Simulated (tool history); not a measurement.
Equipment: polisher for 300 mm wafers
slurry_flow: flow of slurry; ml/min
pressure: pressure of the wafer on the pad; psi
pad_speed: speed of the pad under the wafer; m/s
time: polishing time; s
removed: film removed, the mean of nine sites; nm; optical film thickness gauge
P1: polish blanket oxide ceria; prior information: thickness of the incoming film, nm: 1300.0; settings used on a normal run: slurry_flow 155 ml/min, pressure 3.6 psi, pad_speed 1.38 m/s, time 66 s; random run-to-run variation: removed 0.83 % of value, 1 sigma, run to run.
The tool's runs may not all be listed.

| run | hour | slurry_flow | pressure | pad_speed | time | removed |
|---|---|---|---|---|---|---|
| 1 | 7.6 | 155 | 3.6 | 1.38 | 66 | 400.47 |
| 2 | 20.3 | 155 | 1.6 | 1.38 | 66 | 180.50 |
| 3 | 35.9 | 155 | 3.6 | 0.92 | 66 | 269.41 |
| 4 | 51.0 | 95 | 3.6 | 1.38 | 66 | 362.54 |
| 5 | 59.8 | 155 | 4.8 | 1.38 | 66 | 541.67 |
| 6 | 69.8 | 155 | 3.6 | 1.38 | 66 | 404.35 |
| 7 | 82.9 | 210 | 3.6 | 1.38 | 66 | 417.43 |
| 8 | 96.7 | 155 | 3.6 | 1.38 | 66 | 401.99 |
| 9 | 108.9 | 155 | 3.6 | 1.38 | 98 | 601.98 |
| 10 | 120.0 | 155 | 3.6 | 1.38 | 44 | 265.81 |
|  | 121.6 | slurry nozzle cleaned |
| 11 | 129.1 | 155 | 3.6 | 2.08 | 66 | 608.06 |
|  | 132.4 | worn pad replaced by a new one |
| 12 | 140.7 | 200 | 5.5 | 1.38 | 66 | 645.46 |
| 13 | 156.5 | 155 | 4.7 | 1.38 | 90 | 713.26 |

Estimate the outcome of run 14 from the log above:
| 14 | 168.3 | 225 | 5.4 | 1.38 | 66 | ? |

removed: 648.57 nm
